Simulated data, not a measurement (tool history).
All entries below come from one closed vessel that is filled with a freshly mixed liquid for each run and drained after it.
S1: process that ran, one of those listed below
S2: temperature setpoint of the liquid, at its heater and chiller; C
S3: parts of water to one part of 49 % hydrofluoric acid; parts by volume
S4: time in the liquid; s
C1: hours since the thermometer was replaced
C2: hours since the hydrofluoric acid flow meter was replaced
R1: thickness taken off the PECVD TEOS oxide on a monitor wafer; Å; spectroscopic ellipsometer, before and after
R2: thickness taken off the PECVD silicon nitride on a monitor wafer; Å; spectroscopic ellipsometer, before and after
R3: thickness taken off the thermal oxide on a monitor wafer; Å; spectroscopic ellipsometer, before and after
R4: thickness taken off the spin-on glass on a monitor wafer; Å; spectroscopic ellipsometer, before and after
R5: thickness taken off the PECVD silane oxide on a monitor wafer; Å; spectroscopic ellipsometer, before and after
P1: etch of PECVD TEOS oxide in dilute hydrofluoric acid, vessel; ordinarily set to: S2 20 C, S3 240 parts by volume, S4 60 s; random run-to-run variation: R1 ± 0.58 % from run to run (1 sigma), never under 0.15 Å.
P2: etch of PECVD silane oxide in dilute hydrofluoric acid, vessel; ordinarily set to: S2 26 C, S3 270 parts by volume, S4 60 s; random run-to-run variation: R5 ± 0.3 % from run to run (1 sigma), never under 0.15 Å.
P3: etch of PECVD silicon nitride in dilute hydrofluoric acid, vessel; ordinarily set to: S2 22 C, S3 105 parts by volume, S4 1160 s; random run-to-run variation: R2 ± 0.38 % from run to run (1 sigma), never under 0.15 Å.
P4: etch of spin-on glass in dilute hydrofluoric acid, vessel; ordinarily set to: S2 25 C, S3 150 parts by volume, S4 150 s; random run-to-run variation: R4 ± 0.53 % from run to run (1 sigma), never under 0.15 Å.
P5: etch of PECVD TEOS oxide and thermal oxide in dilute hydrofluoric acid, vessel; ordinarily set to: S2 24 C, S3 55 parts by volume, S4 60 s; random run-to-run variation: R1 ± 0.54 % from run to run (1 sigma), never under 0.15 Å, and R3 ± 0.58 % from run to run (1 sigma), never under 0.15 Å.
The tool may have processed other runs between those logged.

run 1 hour=7.9 | S1=P1 S2=20 S3=240 S4=60 | C1=342.5 C2=288.2 | R1=48.474
run 2 hour=19.8 | S1=P1 S2=20 S3=240 S4=90 | C1=354.4 C2=300.1 | R1=72.945
run 3 hour=26.5 | S1=P1 S2=20 S3=240 S4=60 | C1=361.1 C2=306.8 | R1=48.719
run 4 hour=37.1 | S1=P3 S2=22 S3=105 S4=1160 | C1=371.7 C2=317.4 | R2=434.1
run 5 hour=43.7 | S1=P1 S2=20 S3=240 S4=60 | C1=378.3 C2=324 | R1=48.607
run 6 hour=50.8 | S1=P1 S2=20 S3=240 S4=30 | C1=385.4 C2=331.1 | R1=24.028
run 7 hour=63.8 | S1=P5 S2=24 S3=55 S4=30 | C1=398.4 C2=344.1 | R1=77.894 R3=28.307
run 8 hour=71.9 | S1=P5 S2=24 S3=55 S4=60 | C1=406.5 C2=352.2 | R1=154.28 R3=56.356
run 9 hour=78 | S1=P4 S2=25 S3=95 S4=150 | C1=412.6 C2=358.3 | R4=913.26
run 10 hour=88.5 | S1=P1 S2=20 S3=240 S4=60 | C1=423.1 C2=368.8 | R1=48.472
run 11 hour=99.6 | S1=P1 S2=20 S3=45 S4=60 | C1=434.2 C2=379.9 | R1=314.66
run 12 hour=108.3 | S1=P2 S2=30.5 S3=270 S4=60 | C1=442.9 C2=388.6 | R5=98.718
run 13 hour=115.2 | S1=P3 S2=22 S3=40 S4=1160 | C1=449.8 C2=395.5 | R2=1106.7
run 14 hour=128.7 | S1=P1 S2=17 S3=240 S4=60 | C1=463.3 C2=409 | R1=42.721
run 15 hour=135.4 | S1=P4 S2=25 S3=150 S4=255 | C1=470 C2=415.7 | R4=908
run 16 hour=146.6 | S1=P2 S2=26 S3=270 S4=60 | C1=481.2 C2=426.9 | R5=85.311
run 17 hour=159.8 | S1=P5 S2=17 S3=55 S4=60 | C1=494.4 C2=440.1 | R1=114.74 R3=41.443
run 18 hour=166 | S1=P2 S2=26 S3=130 S4=60 | C1=500.6 C2=446.3 | R5=205.9
run 19 hour=176.1 | S1=P3 S2=29.5 S3=105 S4=1160 | C1=510.7 C2=456.4 | R2=701.55
run 20 hour=188.4 | S1=P3 S2=22 S3=105 S4=2320 | C1=523 C2=468.7 | R2=863.47
run 21 hour=199.9 | S1=P1 S2=25.5 S3=240 S4=60 | C1=534.5 C2=480.2 | R1=59.566
run 22 hour=209.9 | S1=P1 S2=27 S3=385 S4=60 | C1=544.5 C2=490.2 | R1=33.839
run 23 hour=220.7 | S1=P5 S2=24 S3=90 S4=60 | C1=555.3 C2=501 | R1=90.289 R3=32.696
run 24 hour=226.7 | S1=P1 S2=20 S3=240 S4=60 | C1=561.3 C2=507 | R1=48.081
run 25 hour=236.9 | S1=P4 S2=25 S3=150 S4=150 | C1=571.5 C2=517.2 | R4=537.57
run 26 hour=248.2 | S1=P1 S2=17 S3=140 S4=60 | C1=582.8 C2=528.5 | R1=80.15
run 27 hour=255.8 | S1=P1 S2=20 S3=420 S4=60 | C1=590.4 C2=536.1 | R1=23.664
run 28 hour=263.4 | S1=P2 S2=26 S3=270 S4=30 | C1=598 C2=543.7 | R5=42.208
run 29 hour=269.5 | S1=P1 S2=20 S3=380 S4=30 | C1=604.1 C2=549.8 | R1=13.151
run 30 hour=283 | S1=P4 S2=19 S3=150 S4=150 | C1=617.6 C2=563.3 | R4=422.35
run 31 hour=289.4 | S1=P5 S2=24 S3=55 S4=60 | C1=624 C2=569.7 | R1=153.03 R3=56
run 32 hour=296.3 | S1=P1 S2=20 S3=240 S4=60 | C1=630.9 C2=576.6 | R1=48.545
run 33 hour=304.6 | S1=P1 S2=20 S3=240 S4=60 | C1=639.2 C2=584.9 | R1=47.231
run 34 hour=311.6 | S1=P1 S2=20 S3=240 S4=60 | C1=646.2 C2=591.9 | R1=46.789
run 35 hour=318.4 | S1=P1 S2=20 S3=240 S4=60 | C1=653 C2=598.7 | R1=46.022
run 36 hour=324.6 | S1=P1 S2=20 S3=240 S4=60 | C1=659.2 C2=604.9 | R1=46.078
run 37 hour=336.4 | S1=P1 S2=20 S3=240 S4=60 | C1=671 C2=616.7 | R1=45.05
run 38 hour=349.2 | S1=P1 S2=20 S3=240 S4=60 | C1=683.8 C2=629.5 | R1=45.666
run 39 hour=356.6 | S1=P1 S2=20 S3=240 S4=60 | C1=691.2 C2=636.9 | R1=45.146
run 40 hour=363.1 | S1=P1 S2=20 S3=240 S4=60 | C1=697.7 C2=643.4 | R1=45.032

Something has made what P1 gives creep away from where it was; the 2 causes below, each at its own stated size, fit the log equally well:
A: hydrofluoric acid flow below the setpoint (%) = 5.1
B: liquid colder than its thermometer reads (K) = 1.7
Onset of the creep was near hour 296.3.

Listed below are the offered check runs, one wafer per run, with question marks in place of results. For which of them would the causes give clearly different outcomes?
run check 1 hour=369.6 | S1=P3 S2=22 S3=105 S4=1160 | R2=?
run check 2 hour=369.6 | S1=P2 S2=26 S3=270 S4=60 | R5=?
run check 3 hour=369.6 | S1=P5 S2=24 S3=55 S4=60 | R1=? R3=?
run check 4 hour=369.6 | S1=P4 S2=25 S3=150 S4=150 | R4=?

What each check would give under each cause:
check=check_1 result=R2 if_A=410.33 if_B=385.25
check=check_2 result=R5 if_A=79.255 if_B=79.899
check=check_3 result=R1 if_A=145.96 if_B=143.96
check=check_3 result=R3 if_A=52.931 if_B=52.203
check=check_4 result=R4 if_A=505.35 if_B=503.75
Separation of the two closest causes in each check, using whichever result separates them best: check 1 6.31 %; check 2 0.81 %; check 3 1.39 %; check 4 0.32 %
Only check 1 tells the causes apart: in the others they would give nearly the same result.

After running check 1, the following was obtained: R2 409.75 Å. Which cause does this point to?

A is the cause: hydrofluoric acid flow below the setpoint (%).
